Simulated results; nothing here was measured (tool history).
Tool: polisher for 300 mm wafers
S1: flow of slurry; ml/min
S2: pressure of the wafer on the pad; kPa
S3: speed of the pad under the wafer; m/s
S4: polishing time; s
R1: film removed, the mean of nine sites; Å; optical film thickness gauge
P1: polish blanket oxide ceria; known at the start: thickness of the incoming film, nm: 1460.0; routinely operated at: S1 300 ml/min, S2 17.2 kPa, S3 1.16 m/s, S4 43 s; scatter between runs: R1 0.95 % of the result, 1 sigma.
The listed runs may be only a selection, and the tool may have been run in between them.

{"run": 1, "day": 0.7, "S1": 300, "S2": 17.2, "S3": 1.16, "S4": 43, "R1": 1457.3}
{"run": 2, "day": 1.242, "S1": 300, "S2": 17.2, "S3": 1.16, "S4": 68, "R1": 2343.7}
{"run": 3, "day": 1.746, "S1": 300, "S2": 17.2, "S3": 1.16, "S4": 43, "R1": 1458.4}
{"run": 4, "day": 2.217, "S1": 300, "S2": 17.2, "S3": 1.16, "S4": 43, "R1": 1468.6}
{"run": 5, "day": 2.638, "S1": 180, "S2": 17.2, "S3": 1.16, "S4": 43, "R1": 1392}
{"run": 6, "day": 3.321, "S1": 300, "S2": 17.2, "S3": 1.16, "S4": 43, "R1": 1480.8}
{"run": 7, "day": 3.754, "S1": 470, "S2": 17.2, "S3": 1.16, "S4": 43, "R1": 1516.8}
{"run": 8, "day": 4.221, "S1": 300, "S2": 17.2, "S3": 1.16, "S4": 43, "R1": 1468.5}
{"run": 9, "day": 4.65, "S1": 390, "S2": 17.2, "S3": 1.16, "S4": 66, "R1": 2307.8}
{"run": 10, "day": 4.975, "S1": 300, "S2": 17.2, "S3": 1.82, "S4": 43, "R1": 2288.3}
{"run": 11, "day": 5.392, "S1": 300, "S2": 17.2, "S3": 1.16, "S4": 26, "R1": 890.38}
{"run": 12, "day": 6.071, "S1": 300, "S2": 7.6, "S3": 1.16, "S4": 43, "R1": 637.78}
{"run": 13, "day": 6.754, "S1": 300, "S2": 17.2, "S3": 1.16, "S4": 43, "R1": 1429.5}
{"run": 14, "day": 7.233, "S1": 300, "S2": 26.2, "S3": 1.16, "S4": 43, "R1": 2233.9}
{"run": 15, "day": 7.792, "S1": 300, "S2": 17.2, "S3": 0.62, "S4": 20, "R1": 360.64}
{"run": 16, "day": 8.346, "S1": 300, "S2": 17.2, "S3": 0.7, "S4": 43, "R1": 879.7}
{"run": 17, "day": 8.796, "S1": 300, "S2": 17.2, "S3": 1.16, "S4": 43, "R1": 1449}

Expected results for the next run?
{"run": 18, "day": 9.112, "S1": 300, "S2": 17.2, "S3": 1.16, "S4": 43, "R1": "?"}

Run 18 produced R1 1451.1 Å.
